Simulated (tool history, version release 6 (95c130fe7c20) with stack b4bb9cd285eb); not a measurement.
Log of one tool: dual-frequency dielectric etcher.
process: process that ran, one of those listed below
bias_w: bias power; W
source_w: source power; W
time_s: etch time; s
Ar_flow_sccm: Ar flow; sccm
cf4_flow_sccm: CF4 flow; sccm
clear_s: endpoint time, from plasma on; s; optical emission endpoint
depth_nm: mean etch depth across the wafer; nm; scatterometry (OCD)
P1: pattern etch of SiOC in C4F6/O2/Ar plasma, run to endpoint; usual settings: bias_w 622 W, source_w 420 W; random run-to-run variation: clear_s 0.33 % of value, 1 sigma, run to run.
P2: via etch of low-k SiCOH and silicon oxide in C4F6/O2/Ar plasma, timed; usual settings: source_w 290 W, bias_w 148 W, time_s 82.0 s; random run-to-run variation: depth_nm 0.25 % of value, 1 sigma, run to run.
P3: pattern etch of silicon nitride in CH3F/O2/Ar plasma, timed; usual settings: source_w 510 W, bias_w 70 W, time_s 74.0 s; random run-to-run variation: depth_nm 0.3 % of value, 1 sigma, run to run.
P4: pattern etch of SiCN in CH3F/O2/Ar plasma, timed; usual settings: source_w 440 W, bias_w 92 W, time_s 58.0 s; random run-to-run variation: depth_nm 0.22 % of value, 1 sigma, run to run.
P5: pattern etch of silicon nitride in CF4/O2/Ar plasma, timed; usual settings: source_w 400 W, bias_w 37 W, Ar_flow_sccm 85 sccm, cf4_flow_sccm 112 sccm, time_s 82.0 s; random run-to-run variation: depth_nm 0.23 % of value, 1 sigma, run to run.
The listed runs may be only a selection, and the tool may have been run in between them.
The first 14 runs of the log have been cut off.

| run | day | process | bias_w | source_w | time_s | Ar_flow_sccm | cf4_flow_sccm | clear_s | depth_nm |
|---|---|---|---|---|---|---|---|---|---|
| 15 | 5.850 | P1 | 622 | 510 |  |  |  | 9.8837 |  |
| 16 | 6.279 | P1 | 622 | 420 |  |  |  | 10.6790 |  |
| 17 | 6.629 | P4 | 67 | 440 | 58.0 |  |  |  | 21.506 |
| 18 | 7.104 | P2 | 148 | 290 | 118.0 |  |  |  | 268.890 |
| 19 | 7.400 | P3 | 100 | 510 | 74.0 |  |  |  | 64.675 |
| 20 | 7.896 | P1 | 622 | 420 |  |  |  | 10.6760 |  |
| 21 | 8.254 | P2 | 105 | 290 | 82.0 |  |  |  | 169.010 |
| 22 | 8.608 | P4 | 92 | 520 | 58.0 |  |  |  | 25.592 |
| 23 | 9.083 | P1 | 622 | 350 |  |  |  | 11.3140 |  |
| 24 | 9.392 | P5 | 30 | 400 | 82.0 | 85 | 112 |  | 108.820 |
| 25 | 9.671 | P4 | 92 | 440 | 44.0 |  |  |  | 18.290 |

Run 26 is up next; what results do you expect?
| 26 | 9.983 | P3 | 70 | 710 | 74.0 |  |  |  | ? |

For run 26 the tool returned depth_nm 64.734 nm.

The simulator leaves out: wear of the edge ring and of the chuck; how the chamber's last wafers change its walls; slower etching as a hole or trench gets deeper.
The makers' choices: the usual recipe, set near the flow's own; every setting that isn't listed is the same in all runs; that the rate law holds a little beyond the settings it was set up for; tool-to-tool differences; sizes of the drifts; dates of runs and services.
